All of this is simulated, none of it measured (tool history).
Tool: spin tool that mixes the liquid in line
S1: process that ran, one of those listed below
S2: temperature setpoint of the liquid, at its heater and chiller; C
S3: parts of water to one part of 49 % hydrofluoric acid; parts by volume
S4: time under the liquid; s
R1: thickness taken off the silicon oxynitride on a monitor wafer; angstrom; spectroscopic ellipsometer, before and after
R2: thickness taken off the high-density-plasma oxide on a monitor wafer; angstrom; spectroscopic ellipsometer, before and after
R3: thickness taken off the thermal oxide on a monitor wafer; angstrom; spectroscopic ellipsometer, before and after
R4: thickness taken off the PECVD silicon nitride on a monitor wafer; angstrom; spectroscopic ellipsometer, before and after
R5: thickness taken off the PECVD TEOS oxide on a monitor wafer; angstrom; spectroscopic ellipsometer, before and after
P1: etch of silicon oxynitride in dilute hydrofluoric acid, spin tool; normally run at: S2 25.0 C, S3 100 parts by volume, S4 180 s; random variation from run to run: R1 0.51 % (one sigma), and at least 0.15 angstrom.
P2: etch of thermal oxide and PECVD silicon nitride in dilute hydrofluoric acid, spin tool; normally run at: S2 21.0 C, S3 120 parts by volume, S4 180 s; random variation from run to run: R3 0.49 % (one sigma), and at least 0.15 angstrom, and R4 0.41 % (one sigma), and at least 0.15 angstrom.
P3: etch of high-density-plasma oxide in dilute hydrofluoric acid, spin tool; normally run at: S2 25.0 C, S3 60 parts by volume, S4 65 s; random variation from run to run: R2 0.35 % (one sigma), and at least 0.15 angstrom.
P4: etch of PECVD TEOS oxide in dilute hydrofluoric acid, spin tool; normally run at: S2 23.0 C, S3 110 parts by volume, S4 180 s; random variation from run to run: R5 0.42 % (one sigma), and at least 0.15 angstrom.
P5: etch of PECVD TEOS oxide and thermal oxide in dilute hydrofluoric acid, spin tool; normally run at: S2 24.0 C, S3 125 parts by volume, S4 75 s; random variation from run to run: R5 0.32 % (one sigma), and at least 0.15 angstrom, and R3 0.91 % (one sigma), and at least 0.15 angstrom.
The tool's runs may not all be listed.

run 1 hour=4.7 | S1=P1 S2=25.0 S3=100 S4=180 | R1=58.326
run 2 hour=9.6 | S1=P3 S2=25.0 S3=60 S4=65 | R2=65.089
run 3 hour=12.1 | S1=P2 S2=21.0 S3=45 S4=180 | R3=174.090 R4=146.910
run 4 hour=14.9 | S1=P1 S2=25.0 S3=30 S4=180 | R1=204.230
run 5 hour=18.2 | S1=P2 S2=28.5 S3=120 S4=180 | R3=79.956 R4=91.963
run 6 hour=21.1 | S1=P5 S2=17.5 S3=125 S4=75 | R3=21.975 R5=74.949
run 7 hour=24.6 | S1=P2 S2=21.0 S3=120 S4=180 | R3=60.294 R4=56.307
run 8 hour=28.2 | S1=P1 S2=25.0 S3=100 S4=180 | R1=58.130
run 9 hour=30.7 | S1=P5 S2=24.0 S3=125 S4=15 | R3=5.816 R5=19.540
run 10 hour=33.7 | S1=P1 S2=25.0 S3=100 S4=180 | R1=58.765
run 11 hour=36.4 | S1=P1 S2=28.5 S3=100 S4=180 | R1=68.419
run 12 hour=39.0 | S1=P4 S2=17.0 S3=110 S4=180 | R5=153.190
run 13 hour=44.0 | S1=P1 S2=17.5 S3=100 S4=180 | R1=40.331
run 14 hour=48.5 | S1=P1 S2=25.0 S3=100 S4=180 | R1=58.082
run 15 hour=51.3 | S1=P5 S2=24.0 S3=30 S4=75 | R3=137.460 R5=453.530
run 16 hour=56.2 | S1=P4 S2=23.0 S3=190 S4=180 | R5=103.940
run 17 hour=60.7 | S1=P1 S2=25.0 S3=100 S4=180 | R1=57.773
run 18 hour=64.9 | S1=P4 S2=23.0 S3=110 S4=300 | R5=328.160
run 19 hour=68.3 | S1=P3 S2=25.0 S3=20 S4=65 | R2=206.370
run 20 hour=70.9 | S1=P4 S2=23.0 S3=110 S4=180 | R5=197.110
run 21 hour=74.7 | S1=P1 S2=25.0 S3=100 S4=55 | R1=17.768
run 22 hour=78.6 | S1=P5 S2=24.0 S3=125 S4=75 | R3=29.058 R5=96.615
run 23 hour=81.8 | S1=P4 S2=23.0 S3=110 S4=180 | R5=196.590
run 24 hour=84.8 | S1=P3 S2=18.0 S3=60 S4=65 | R2=48.684
run 25 hour=87.3 | S1=P1 S2=17.5 S3=100 S4=295 | R1=66.124
run 26 hour=90.5 | S1=P2 S2=21.0 S3=120 S4=325 | R3=108.110 R4=101.720
run 27 hour=94.3 | S1=P1 S2=25.0 S3=140 S4=180 | R1=40.107
run 28 hour=99.1 | S1=P3 S2=25.0 S3=60 S4=15 | R2=15.071
run 29 hour=102.9 | S1=P1 S2=25.0 S3=100 S4=345 | R1=111.650
run 30 hour=105.4 | S1=P1 S2=25.0 S3=100 S4=180 | R1=58.245
run 31 hour=107.8 | S1=P1 S2=25.0 S3=100 S4=180 | R1=58.864
run 32 hour=111.7 | S1=P1 S2=25.0 S3=100 S4=180 | R1=60.001
run 33 hour=116.7 | S1=P1 S2=25.0 S3=100 S4=180 | R1=61.380
run 34 hour=120.9 | S1=P1 S2=25.0 S3=100 S4=180 | R1=61.323
run 35 hour=124.4 | S1=P1 S2=25.0 S3=100 S4=180 | R1=61.649
run 36 hour=126.6 | S1=P1 S2=25.0 S3=100 S4=180 | R1=62.458
run 37 hour=130.1 | S1=P1 S2=25.0 S3=100 S4=180 | R1=61.947
run 38 hour=133.1 | S1=P1 S2=25.0 S3=100 S4=180 | R1=62.719
run 39 hour=137.7 | S1=P1 S2=25.0 S3=100 S4=180 | R1=62.262
run 40 hour=142.1 | S1=P1 S2=25.0 S3=100 S4=180 | R1=62.458
run 41 hour=145.5 | S1=P1 S2=25.0 S3=100 S4=180 | R1=62.482

What P1 gives has crept away from where it was. These 2 causes fit the log equally well, each at the size given:
A: hydrofluoric acid flow above the setpoint (%) = 6.5
B: liquid hotter than its thermometer reads (K) = 1.47
The creep began at about hour 105.4.

4 check runs are offered, one wafer each, their results left as question marks. Which one tells the causes apart?
run check 1 hour=148.9 | S1=P2 S2=27.5 S3=45 S4=180 | R3=? R4=?
run check 2 hour=148.9 | S1=P5 S2=24.0 S3=50 S4=75 | R3=? R5=?
run check 3 hour=148.9 | S1=P4 S2=19.0 S3=110 S4=180 | R5=?
run check 4 hour=148.9 | S1=P3 S2=19.0 S3=20 S4=65 | R2=?

What each check would give under each cause:
check=check_1 result=R3 if_A=243.960 if_B=241.940
check=check_1 result=R4 if_A=242.300 if_B=250.790
check=check_2 result=R3 if_A=85.480 if_B=84.897
check=check_2 result=R5 if_A=284.170 if_B=282.230
check=check_3 result=R5 if_A=179.580 if_B=177.790
check=check_4 result=R2 if_A=169.960 if_B=169.890
How far apart the two closest causes lie, in the result that separates them most: check 1 3.44 %; check 2 0.68 %; check 3 1 %; check 4 0.04 %
Only check 1 tells the causes apart: in the others they would give nearly the same result.

Then check 1 was run and gave: R3 241.520 angstrom; R4 250.910 angstrom. Which cause is it?

It is B: liquid hotter than its thermometer reads (K).
